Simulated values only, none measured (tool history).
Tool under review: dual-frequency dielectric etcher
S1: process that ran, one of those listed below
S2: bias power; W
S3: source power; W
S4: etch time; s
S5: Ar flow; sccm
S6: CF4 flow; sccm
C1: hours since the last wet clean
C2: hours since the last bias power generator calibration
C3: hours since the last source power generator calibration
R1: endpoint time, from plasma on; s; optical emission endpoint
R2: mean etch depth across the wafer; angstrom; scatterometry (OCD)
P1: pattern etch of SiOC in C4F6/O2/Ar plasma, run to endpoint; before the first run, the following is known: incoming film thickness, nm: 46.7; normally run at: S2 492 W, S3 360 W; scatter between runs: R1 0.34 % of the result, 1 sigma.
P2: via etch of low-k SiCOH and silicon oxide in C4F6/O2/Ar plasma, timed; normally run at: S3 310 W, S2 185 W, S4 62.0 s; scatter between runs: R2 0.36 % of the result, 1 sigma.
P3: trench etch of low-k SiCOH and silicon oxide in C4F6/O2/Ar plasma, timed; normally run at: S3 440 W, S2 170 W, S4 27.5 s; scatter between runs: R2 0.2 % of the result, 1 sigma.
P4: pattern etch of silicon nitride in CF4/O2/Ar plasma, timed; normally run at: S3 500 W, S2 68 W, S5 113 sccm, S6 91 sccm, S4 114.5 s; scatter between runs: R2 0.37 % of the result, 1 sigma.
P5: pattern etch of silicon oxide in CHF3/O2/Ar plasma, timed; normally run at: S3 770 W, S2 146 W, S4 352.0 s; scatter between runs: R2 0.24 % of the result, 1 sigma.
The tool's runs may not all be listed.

run,hour,S1,S2,S3,S4,S5,S6,C1,C2,C3,R1,R2
1,9.5,P1,492,360,,,,245.9,1560.7,1122.3,16.029,
2,16.6,P5,146,770,352.0,,,253.0,1567.8,1129.4,,7003.50
3,24.6,P1,666,360,,,,261.0,1575.8,1137.4,14.328,
4,36.5,P1,492,360,,,,272.9,1587.7,1149.3,15.971,
5,49.8,P1,492,230,,,,286.2,1601.0,1162.6,18.867,
6,62.1,P4,68,500,170.5,113,91,298.5,1613.3,1174.9,,3595.70
7,73.1,P5,146,770,227.5,,,309.5,1624.3,1185.9,,4563.80
8,84.9,P4,68,500,114.5,113,91,321.3,1636.1,1197.7,,2405.10
9,93.4,P1,629,230,,,,329.8,1644.6,1206.2,17.158,
10,100.8,P3,170,440,27.5,,,337.2,1652.0,1213.6,,892.98
11,113.9,P4,68,500,114.5,153,91,350.3,1665.1,1226.7,,2334.80
12,120.2,P2,185,310,62.0,,,356.6,1671.4,1233.0,,1574.60
13,126.9,P2,125,310,62.0,,,363.3,1678.1,1239.7,,1388.10
14,137.7,P1,492,360,,,,374.1,1688.9,1250.5,16.021,
15,150.1,P3,170,440,37.0,,,386.5,1701.3,1262.9,,1196.30
16,158.3,P4,68,500,114.5,113,57,394.7,1709.5,1271.1,,2280.10
17,164.5,P4,68,320,114.5,113,91,400.9,1715.7,1277.3,,1642.80
18,175.9,P4,43,500,114.5,113,91,412.3,1727.1,1288.7,,2010.80
19,187.7,P2,185,310,89.5,,,424.1,1738.9,1300.5,,2269.40
# hour 193.6: bias power generator calibrated
20,199.8,P1,492,360,,,,436.2,6.3,1312.6,16.027,
21,213.0,P1,492,360,,,,449.4,19.5,1325.8,15.958,
22,220.5,P3,233,440,27.5,,,456.9,27.0,1333.3,,981.46
23,230.0,P4,68,500,114.5,113,91,466.4,36.5,1342.8,,2406.50
24,239.7,P1,492,360,,,,476.1,46.2,1352.5,16.070,
25,252.5,P1,383,360,,,,488.9,59.0,1365.3,17.549,
26,262.1,P5,146,560,352.0,,,498.5,68.6,1374.9,,6220.40
27,275.2,P1,492,480,,,,511.6,81.7,1388.0,14.482,
28,285.3,P5,190,770,352.0,,,521.7,91.8,1398.1,,7627.40
29,295.8,P1,341,500,,,,532.2,102.3,1408.6,16.147,
30,306.4,P3,170,580,27.5,,,542.8,112.9,1419.2,,990.12
31,314.6,P2,185,200,62.0,,,551.0,121.1,1427.4,,1325.90
32,323.5,P3,170,440,27.5,,,559.9,130.0,1436.3,,889.65
33,334.2,P1,492,360,,,,570.6,140.7,1447.0,15.969,
34,345.4,P1,492,360,,,,581.8,151.9,1458.2,16.130,
35,358.2,P1,492,360,,,,594.6,164.7,1471.0,16.301,
36,368.5,P1,492,360,,,,604.9,175.0,1481.3,16.170,
# hour 371.8: wet clean of the chamber
37,377.3,P1,492,360,,,,5.6,183.8,1490.1,16.224,
38,388.6,P1,492,360,,,,16.9,195.1,1501.4,16.217,
39,398.1,P1,492,360,,,,26.4,204.6,1510.9,16.360,
40,405.2,P1,492,360,,,,33.5,211.7,1518.0,16.264,

The output of P1 has drifted from where it used to be. Each of the 2 causes below, taken at the size shown beside it, accounts for the log equally well:
A: source power that arrives under what is set, % = 4.83
B: bias power that arrives under what is set, % = 4.77
Onset of the creep was near hour 334.2.
What rules out each remaining cause:
chamber walls in a state that lowers the etch rate, %: was serviced at hour 371.8, once the creep was under way, yet the earlier output never came back

You are offered 4 check runs, listed below with question marks in place of their results; each one averages 2 wafers. Which run separates the listed causes by giving clearly different results for each?
check 1,412.3,P2,185,210,86.0,,,,,,,?
check 2,412.3,P3,205,440,27.5,,,,,,,?
check 3,412.3,P4,68,500,114.5,146,76,,,,,?
check 4,412.3,P5,146,570,352.0,,,,,,,?

How each check would come out, cause by cause:
check,result,if A,if B
check 1,R2,1841.50,1846.70
check 2,R2,925.84,929.07
check 3,R2,2188.50,2235.80
check 4,R2,6127.10,6148.30
Minimum pairwise separation of causes per check, each pair taken at its best-separating result: check 1 0.28 %; check 2 0.35 %; check 3 2.14 %; check 4 0.34 %
Check 3 distinguishes between the causes, while the remaining checks would return nearly the same result for all of them.

Running check 3 produced the following: R2 2236.60 angstrom. Which one of the listed causes fits?

It is B: bias power that arrives under what is set, %.

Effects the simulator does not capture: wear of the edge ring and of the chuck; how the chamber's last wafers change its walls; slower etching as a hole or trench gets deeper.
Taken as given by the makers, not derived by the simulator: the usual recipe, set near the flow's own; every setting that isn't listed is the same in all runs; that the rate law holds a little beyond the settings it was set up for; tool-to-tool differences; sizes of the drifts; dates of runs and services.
